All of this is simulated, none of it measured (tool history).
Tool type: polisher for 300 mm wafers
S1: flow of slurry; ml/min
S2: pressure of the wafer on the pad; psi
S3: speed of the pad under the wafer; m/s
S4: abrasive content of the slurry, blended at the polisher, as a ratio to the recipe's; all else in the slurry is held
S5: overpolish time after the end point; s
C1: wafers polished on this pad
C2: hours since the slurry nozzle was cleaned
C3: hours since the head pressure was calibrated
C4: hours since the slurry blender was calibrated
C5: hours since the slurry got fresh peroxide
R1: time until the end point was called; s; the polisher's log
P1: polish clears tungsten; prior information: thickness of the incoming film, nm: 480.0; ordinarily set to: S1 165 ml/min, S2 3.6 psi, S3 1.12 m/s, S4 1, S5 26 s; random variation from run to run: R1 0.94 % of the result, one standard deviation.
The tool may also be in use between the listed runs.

| run | hour | S1 | S2 | S3 | S4 | S5 | C1 | C2 | C3 | C4 | C5 | R1 |
|---|---|---|---|---|---|---|---|---|---|---|---|---|
| 1 | 3.7 | 165 | 3.6 | 1.12 | 1 | 26 | 215 | 210.9 | 359.8 | 254.8 | 49 | 86.615 |
| 2 | 8.6 | 165 | 3.6 | 1.12 | 1 | 47 | 270 | 215.8 | 364.7 | 259.7 | 53.9 | 86.356 |
| 3 | 14.1 | 165 | 5.3 | 1.12 | 1 | 26 | 333 | 221.3 | 370.2 | 265.2 | 59.4 | 59.355 |
| 4 | 19.3 | 165 | 1.6 | 1.12 | 1 | 8 | 392 | 226.5 | 375.4 | 270.4 | 64.6 | 201.37 |
| 5 | 23.1 | 165 | 3.6 | 1.12 | 1 | 26 | 435 | 230.3 | 379.2 | 274.2 | 68.4 | 87.758 |
| 6 | 26.7 | 235 | 3.6 | 1.12 | 1 | 26 | 476 | 233.9 | 382.8 | 277.8 | 72 | 84.19 |
| 7 | 30.2 | 165 | 2.2 | 1.12 | 1 | 26 | 516 | 237.4 | 386.3 | 281.3 | 75.5 | 142.08 |
| 8 | 34.5 | 165 | 3.6 | 1.12 | 1.35 | 26 | 565 | 241.7 | 390.6 | 285.6 | 79.8 | 81.049 |
| 9 | 38.6 | 225 | 3.6 | 1.54 | 1 | 26 | 612 | 245.8 | 394.7 | 289.7 | 83.9 | 60.776 |
| 10 | 42.8 | 165 | 3.6 | 1.12 | 1 | 26 | 660 | 250 | 398.9 | 293.9 | 88.1 | 88.612 |
| 11 | 46.2 | 165 | 3.6 | 1.12 | 1 | 26 | 698 | 253.4 | 402.3 | 297.3 | 91.5 | 87.999 |
|  | 50 | head pressure recalibrated |
| 12 | 51.8 | 165 | 3.6 | 1.12 | 1 | 8 | 762 | 259 | 1.8 | 302.9 | 97.1 | 87.998 |
| 13 | 58.6 | 165 | 3.6 | 1.12 | 0.7 | 26 | 840 | 265.8 | 8.6 | 309.7 | 103.9 | 94.856 |
| 14 | 62.7 | 100 | 3.6 | 1.12 | 1 | 26 | 886 | 269.9 | 12.7 | 313.8 | 108 | 98.339 |
| 15 | 68.9 | 165 | 3.6 | 0.5 | 1 | 26 | 957 | 276.1 | 18.9 | 320 | 114.2 | 199.09 |
| 16 | 73.2 | 165 | 3.6 | 1.12 | 1 | 26 | 1006 | 280.4 | 23.2 | 324.3 | 118.5 | 87.42 |
| 17 | 77.8 | 165 | 3.6 | 1.62 | 1 | 26 | 1058 | 285 | 27.8 | 328.9 | 123.1 | 61.513 |
| 18 | 83.1 | 165 | 3.6 | 1.12 | 1 | 26 | 1119 | 290.3 | 33.1 | 334.2 | 128.4 | 86.684 |
| 19 | 89.1 | 165 | 3.6 | 1.12 | 1 | 26 | 1187 | 296.3 | 39.1 | 340.2 | 134.4 | 90.169 |
| 20 | 96.2 | 165 | 3.6 | 1.12 | 1 | 26 | 1268 | 303.4 | 46.2 | 347.3 | 141.5 | 92.391 |
| 21 | 102.7 | 165 | 3.6 | 1.12 | 1 | 26 | 1342 | 309.9 | 52.7 | 353.8 | 148 | 92.679 |
|  | 106.5 | head pressure recalibrated |
| 22 | 108.5 | 165 | 3.6 | 1.12 | 1 | 26 | 1408 | 315.7 | 2.1 | 359.6 | 153.8 | 95.198 |
|  | 115.5 | worn pad replaced by a new one |
| 23 | 115.5 | 165 | 3.6 | 1.12 | 1 | 26 | 1 | 322.7 | 9.1 | 366.6 | 160.8 | 96.867 |
|  | 117.3 | slurry blender recalibrated |
| 24 | 122.7 | 165 | 3.6 | 1.12 | 1 | 26 | 83 | 329.9 | 16.3 | 5.5 | 168 | 96.739 |
| 25 | 126.7 | 165 | 3.6 | 1.12 | 1 | 26 | 128 | 333.9 | 20.3 | 9.5 | 172 | 96.322 |
| 26 | 131.2 | 165 | 3.6 | 1.12 | 1 | 26 | 179 | 338.4 | 24.8 | 14 | 176.5 | 96.616 |

Compared with where it was, what P1 gives has crept away. Each cause listed below fits the log as well as the rest, at the size given for it:
A: slurry flow missing at the pad, % = 36.9
B: peroxide lost from the slurry, % = 20.8
The gradual shift began around hour 83.1.
Other possible causes, and why each is ruled out:
removal rate lost through wear of the pad, %: serviced after onset, at hour 115.5, with no recovery of the prior output
head's pressure below its setpoint, %: serviced after onset, at hour 106.5, with no recovery of the prior output
abrasive missing from the slurry, %: serviced after onset, at hour 117.3, with no recovery of the prior output

Consider the 4 check runs below, whose results appear as question marks and each of which averages 3 wafers. Which one distinguishes the causes, in that each cause would give it a clearly different result?
| check 1 | 135.7 | 165 | 3.6 | 0.82 | 1 | 26 |  |  |  |  |  | ? |
| check 2 | 135.7 | 110 | 2.2 | 1.12 | 1 | 26 |  |  |  |  |  | ? |
| check 3 | 135.7 | 165 | 2.7 | 1.12 | 1 | 26 |  |  |  |  |  | ? |
| check 4 | 135.7 | 165 | 3.6 | 1.12 | 1 | 13 |  |  |  |  |  | ? |

If the cause were each of the candidates in turn, the checks would give the following:
| check | result | if A | if B |
|---|---|---|---|
| check 1 | R1 | 131.19 | 131.19 |
| check 2 | R1 | 176.75 | 169.93 |
| check 3 | R1 | 128.07 | 128.07 |
| check 4 | R1 | 96.049 | 96.052 |
Gap, in per cent, between the two causes that each check separates least, read from the result that separates them most: check 1 0 %; check 2 3.93 %; check 3 0 %; check 4 0 %
Check 2 is the one run that separates the causes; every other check would come out nearly the same whichever cause is at work.

Check 2 was then run and gave: R1 175.11 s. Which cause is it?

The correct cause is A, namely: slurry flow missing at the pad, %.
